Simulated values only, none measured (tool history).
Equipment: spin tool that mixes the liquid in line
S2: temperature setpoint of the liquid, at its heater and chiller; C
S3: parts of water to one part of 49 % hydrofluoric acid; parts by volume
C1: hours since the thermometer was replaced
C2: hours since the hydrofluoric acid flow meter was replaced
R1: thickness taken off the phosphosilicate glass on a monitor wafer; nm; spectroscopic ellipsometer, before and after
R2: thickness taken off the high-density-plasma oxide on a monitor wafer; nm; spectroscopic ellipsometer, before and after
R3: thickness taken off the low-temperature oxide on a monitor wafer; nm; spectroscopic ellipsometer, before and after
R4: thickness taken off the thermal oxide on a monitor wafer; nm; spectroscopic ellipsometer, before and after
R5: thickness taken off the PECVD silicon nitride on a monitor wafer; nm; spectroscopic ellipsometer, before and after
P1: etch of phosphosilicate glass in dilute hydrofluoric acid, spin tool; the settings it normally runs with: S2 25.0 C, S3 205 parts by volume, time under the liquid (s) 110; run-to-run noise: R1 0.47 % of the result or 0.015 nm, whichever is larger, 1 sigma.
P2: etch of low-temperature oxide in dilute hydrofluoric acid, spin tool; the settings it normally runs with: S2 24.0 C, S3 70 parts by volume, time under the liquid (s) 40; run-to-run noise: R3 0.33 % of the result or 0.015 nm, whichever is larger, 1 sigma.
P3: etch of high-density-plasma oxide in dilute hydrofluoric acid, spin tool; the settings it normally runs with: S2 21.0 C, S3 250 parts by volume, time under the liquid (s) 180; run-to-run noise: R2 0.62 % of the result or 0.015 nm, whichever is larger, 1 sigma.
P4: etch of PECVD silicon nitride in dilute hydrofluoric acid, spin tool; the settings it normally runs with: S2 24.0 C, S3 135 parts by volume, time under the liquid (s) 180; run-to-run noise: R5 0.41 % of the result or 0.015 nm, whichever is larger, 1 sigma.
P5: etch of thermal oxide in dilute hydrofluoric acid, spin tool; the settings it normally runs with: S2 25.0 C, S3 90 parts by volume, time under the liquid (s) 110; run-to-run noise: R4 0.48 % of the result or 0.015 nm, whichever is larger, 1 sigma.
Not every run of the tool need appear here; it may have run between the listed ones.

{"run": 1, "hour": 3.5, "process that ran": "P1", "S2": 25.0, "S3": 205, "time under the liquid (s)": 110, "C1": 1272.4, "C2": 776.3, "R1": 52.557}
{"run": 2, "hour": 7.6, "process that ran": "P1", "S2": 33.0, "S3": 205, "time under the liquid (s)": 110, "C1": 1276.5, "C2": 780.4, "R1": 70.354}
{"run": 3, "hour": 11.1, "process that ran": "P3", "S2": 21.0, "S3": 250, "time under the liquid (s)": 35, "C1": 1280.0, "C2": 783.9, "R2": 0.90264}
{"run": 4, "hour": 14.9, "process that ran": "P1", "S2": 25.0, "S3": 205, "time under the liquid (s)": 110, "C1": 1283.8, "C2": 787.7, "R1": 52.581}
{"run": 5, "hour": 19.1, "process that ran": "P2", "S2": 24.0, "S3": 70, "time under the liquid (s)": 40, "C1": 1288.0, "C2": 791.9, "R3": 10.996}
{"run": 6, "hour": 23.3, "process that ran": "P1", "S2": 25.0, "S3": 205, "time under the liquid (s)": 110, "C1": 1292.2, "C2": 796.1, "R1": 52.755}
{"run": 7, "hour": 27.4, "process that ran": "P1", "S2": 25.0, "S3": 280, "time under the liquid (s)": 110, "C1": 1296.3, "C2": 800.2, "R1": 35.52}
{"run": 8, "hour": 31.7, "process that ran": "P5", "S2": 25.0, "S3": 45, "time under the liquid (s)": 110, "C1": 1300.6, "C2": 804.5, "R4": 13.077}
{"run": 9, "hour": 35.4, "process that ran": "P1", "S2": 25.0, "S3": 205, "time under the liquid (s)": 205, "C1": 1304.3, "C2": 808.2, "R1": 98.104}
{"run": 10, "hour": 39.4, "process that ran": "P4", "S2": 32.5, "S3": 135, "time under the liquid (s)": 180, "C1": 1308.3, "C2": 812.2, "R5": 9.3852}
{"run": 11, "hour": 43.1, "process that ran": "P1", "S2": 25.0, "S3": 205, "time under the liquid (s)": 110, "C1": 1312.0, "C2": 815.9, "R1": 53.149}
{"run": 12, "hour": 46.2, "process that ran": "P2", "S2": 24.0, "S3": 70, "time under the liquid (s)": 40, "C1": 1315.1, "C2": 819.0, "R3": 11.031}
{"run": 13, "hour": 49.1, "process that ran": "P1", "S2": 21.0, "S3": 70, "time under the liquid (s)": 110, "C1": 1318.0, "C2": 821.9, "R1": 153.94}
{"run": 14, "hour": 51.2, "process that ran": "P5", "S2": 25.0, "S3": 90, "time under the liquid (s)": 110, "C1": 1320.1, "C2": 824.0, "R4": 6.1354}
{"run": 15, "hour": 54.1, "process that ran": "P1", "S2": 25.0, "S3": 205, "time under the liquid (s)": 110, "C1": 1323.0, "C2": 826.9, "R1": 52.856}
{"run": 16, "hour": 57.1, "process that ran": "P5", "S2": 25.0, "S3": 90, "time under the liquid (s)": 110, "C1": 1326.0, "C2": 829.9, "R4": 6.1891}
{"run": 17, "hour": 61.3, "process that ran": "P3", "S2": 21.0, "S3": 430, "time under the liquid (s)": 180, "C1": 1330.2, "C2": 834.1, "R2": 2.2569}
{"run": 18, "hour": 65.5, "process that ran": "P1", "S2": 25.0, "S3": 205, "time under the liquid (s)": 60, "C1": 1334.4, "C2": 838.3, "R1": 28.891}
{"run": 19, "hour": 67.5, "process that ran": "P3", "S2": 17.0, "S3": 250, "time under the liquid (s)": 180, "C1": 1336.4, "C2": 840.3, "R2": 3.9618}
{"run": 20, "hour": 70.3, "process that ran": "P1", "S2": 17.5, "S3": 205, "time under the liquid (s)": 110, "C1": 1339.2, "C2": 843.1, "R1": 39.672}
{"run": 21, "hour": 73.1, "process that ran": "P3", "S2": 21.0, "S3": 250, "time under the liquid (s)": 180, "C1": 1342.0, "C2": 845.9, "R2": 4.6301}
{"run": 22, "hour": 77.2, "process that ran": "P4", "S2": 24.0, "S3": 135, "time under the liquid (s)": 180, "C1": 1346.1, "C2": 850.0, "R5": 5.4859}
{"run": 23, "hour": 80.2, "process that ran": "P2", "S2": 24.0, "S3": 105, "time under the liquid (s)": 40, "C1": 1349.1, "C2": 853.0, "R3": 7.1057}
{"run": 24, "hour": 84.0, "process that ran": "P4", "S2": 24.0, "S3": 135, "time under the liquid (s)": 180, "C1": 1352.9, "C2": 856.8, "R5": 5.4381}
{"run": 25, "hour": 87.8, "process that ran": "P5", "S2": 30.5, "S3": 90, "time under the liquid (s)": 110, "C1": 1356.7, "C2": 860.6, "R4": 7.582}
{"run": 26, "hour": 90.0, "process that ran": "P2", "S2": 24.0, "S3": 70, "time under the liquid (s)": 15, "C1": 1358.9, "C2": 862.8, "R3": 4.1545}
{"run": 27, "hour": 93.7, "process that ran": "P1", "S2": 25.0, "S3": 60, "time under the liquid (s)": 110, "C1": 1362.6, "C2": 866.5, "R1": 213.62}
{"run": 28, "hour": 97.2, "process that ran": "P2", "S2": 32.0, "S3": 70, "time under the liquid (s)": 40, "C1": 1366.1, "C2": 870.0, "R3": 15.191}
{"run": 29, "hour": 99.5, "process that ran": "P1", "S2": 25.0, "S3": 205, "time under the liquid (s)": 110, "C1": 1368.4, "C2": 872.3, "R1": 52.756}
{"run": 30, "hour": 101.5, "process that ran": "P5", "S2": 25.0, "S3": 90, "time under the liquid (s)": 30, "C1": 1370.4, "C2": 874.3, "R4": 1.6433}
{"run": 31, "hour": 106.0, "process that ran": "P4", "S2": 24.0, "S3": 135, "time under the liquid (s)": 80, "C1": 1374.9, "C2": 878.8, "R5": 2.4255}
{"run": 32, "hour": 110.4, "process that ran": "P4", "S2": 24.0, "S3": 20, "time under the liquid (s)": 180, "C1": 1379.3, "C2": 883.2, "R5": 34.988}
{"run": 33, "hour": 112.9, "process that ran": "P1", "S2": 25.0, "S3": 205, "time under the liquid (s)": 110, "C1": 1381.8, "C2": 885.7, "R1": 52.948}
{"run": 34, "hour": 116.6, "process that ran": "P1", "S2": 25.0, "S3": 205, "time under the liquid (s)": 110, "C1": 1385.5, "C2": 889.4, "R1": 51.822}
{"run": 35, "hour": 119.3, "process that ran": "P1", "S2": 25.0, "S3": 205, "time under the liquid (s)": 110, "C1": 1388.2, "C2": 892.1, "R1": 51.127}
{"run": 36, "hour": 122.9, "process that ran": "P1", "S2": 25.0, "S3": 205, "time under the liquid (s)": 110, "C1": 1391.8, "C2": 895.7, "R1": 50.009}
{"run": 37, "hour": 126.6, "process that ran": "P1", "S2": 25.0, "S3": 205, "time under the liquid (s)": 110, "C1": 1395.5, "C2": 899.4, "R1": 50.294}
{"run": 38, "hour": 130.0, "process that ran": "P1", "S2": 25.0, "S3": 205, "time under the liquid (s)": 110, "C1": 1398.9, "C2": 902.8, "R1": 49.932}
{"run": 39, "hour": 132.1, "process that ran": "P1", "S2": 25.0, "S3": 205, "time under the liquid (s)": 110, "C1": 1401.0, "C2": 904.9, "R1": 50.466}
{"run": 40, "hour": 136.3, "process that ran": "P1", "S2": 25.0, "S3": 205, "time under the liquid (s)": 110, "C1": 1405.2, "C2": 909.1, "R1": 49.39}
{"run": 41, "hour": 140.5, "process that ran": "P1", "S2": 25.0, "S3": 205, "time under the liquid (s)": 110, "C1": 1409.4, "C2": 913.3, "R1": 50.001}
{"run": 42, "hour": 144.3, "process that ran": "P1", "S2": 25.0, "S3": 205, "time under the liquid (s)": 110, "C1": 1413.2, "C2": 917.1, "R1": 49.384}
{"run": 43, "hour": 148.2, "process that ran": "P1", "S2": 25.0, "S3": 205, "time under the liquid (s)": 110, "C1": 1417.1, "C2": 921.0, "R1": 49.608}
{"run": 44, "hour": 152.6, "process that ran": "P1", "S2": 25.0, "S3": 205, "time under the liquid (s)": 110, "C1": 1421.5, "C2": 925.4, "R1": 49.433}

The log shows P1 creeping away from where it was. Any of the 2 causes listed here, at the size stated for it, fits the log just as well as the others:
A: hydrofluoric acid flow below the setpoint (%) = 5.35
B: liquid colder than its thermometer reads (K) = 1.84
Onset of the creep was near hour 112.9.

Below are 4 check runs, each on a single wafer, with their results shown as question marks. Which of them would tell the listed causes apart, meaning the causes would give clearly different results under it?
{"run": "check 1", "hour": 157.0, "process that ran": "P5", "S2": 28.5, "S3": 90, "time under the liquid (s)": 110, "R4": "?"}
{"run": "check 2", "hour": 157.0, "process that ran": "P4", "S2": 31.5, "S3": 50, "time under the liquid (s)": 180, "R5": "?"}
{"run": "check 3", "hour": 157.0, "process that ran": "P3", "S2": 18.0, "S3": 250, "time under the liquid (s)": 45, "R2": "?"}
{"run": "check 4", "hour": 157.0, "process that ran": "P2", "S2": 24.0, "S3": 105, "time under the liquid (s)": 20, "R3": "?"}

Expected result of each check under each candidate cause:
check=check_1 result=R4 if_A=6.6068 if_B=6.5470
check=check_2 result=R5 if_A=22.5370 if_B=21.1510
check=check_3 result=R2 if_A=0.96068 if_B=0.95693
check=check_4 result=R3 if_A=3.3162 if_B=3.2799
Per check, the gap between the least separated pair of causes, taken in the result that splits them most: check 1 0.91 %; check 2 6.35 %; check 3 0.39 %; check 4 1.1 %
Check 2 is the one run that separates the causes; every other check would come out nearly the same whichever cause is at work.

Running check 2 produced the following: R5 21.1700 nm. Which one of the listed causes fits?

The correct cause is B, namely: liquid colder than its thermometer reads (K).
